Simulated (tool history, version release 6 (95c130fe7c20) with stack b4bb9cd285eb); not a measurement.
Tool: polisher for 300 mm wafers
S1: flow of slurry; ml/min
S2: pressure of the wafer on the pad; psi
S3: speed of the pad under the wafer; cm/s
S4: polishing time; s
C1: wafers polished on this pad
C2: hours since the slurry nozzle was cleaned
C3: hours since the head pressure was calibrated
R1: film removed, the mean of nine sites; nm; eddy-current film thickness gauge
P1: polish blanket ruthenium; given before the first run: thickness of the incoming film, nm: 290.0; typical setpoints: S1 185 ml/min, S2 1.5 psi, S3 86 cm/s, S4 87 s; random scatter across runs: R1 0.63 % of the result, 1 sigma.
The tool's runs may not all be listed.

run   hour   S1   S2   S3   S4    C1     C2     C3      R1
  1    5.3  185  1.5   86   87   236   51.3  757.4  65.196
  2   13.2  185  1.5   86   87   344   59.2  765.3  63.862
  3   19.6  185  1.5   44   87   432   65.6  771.7  32.814
  4   24.9  185  1.5   86   87   505   70.9  777.0  64.405
  5   31.3  185  1.5   86   87   593   77.3  783.4  64.147
  6   38.1  235  1.5   86   87   686   84.1  790.2  66.935
  7   45.1  185  1.5   86   87   782   91.1  797.2  64.250
  8   51.8  185  1.5   86   53   874   97.8  803.9  39.752
  9   58.5  110  1.5   86   87   965  104.5  810.6  58.879
 10   64.0  185  1.5   86   87  1041  110.0  816.1  64.763
 11   68.4  185  0.7   86   87  1101  114.4  820.5  29.833
 12   73.0  140  1.5  110   87  1164  119.0  825.1  78.845
 13   81.0  185  1.5  130   87  1274  127.0  833.1  97.693
      85.5  -- head pressure recalibrated
 14   89.0  185  1.5   86  126  1383  135.0    3.5  93.383
 15   96.9  185  2.3   86   87  1492  142.9   11.4  99.489
 16  103.4  185  1.5   86   87  1581  149.4   17.9  64.676
 17  108.3  185  1.5   86   87  1648  154.3   22.8  62.986
 18  111.9  185  1.5   86   87  1697  157.9   26.4  62.889
 19  118.8  185  1.5   86   87  1792  164.8   33.3  62.569
 20  123.2  185  1.5   86   87  1852  169.2   37.7  61.504
 21  131.2  185  1.5   86   87  1962  177.2   45.7  61.536
     131.8  -- head pressure recalibrated
 22  138.2  185  1.5   86   87  2058  184.2    6.5  61.654

Predict the results of run 23:
 23  144.9  185  1.5  86  87  2150  190.9  13.2   ?

R1: 60.597 nm
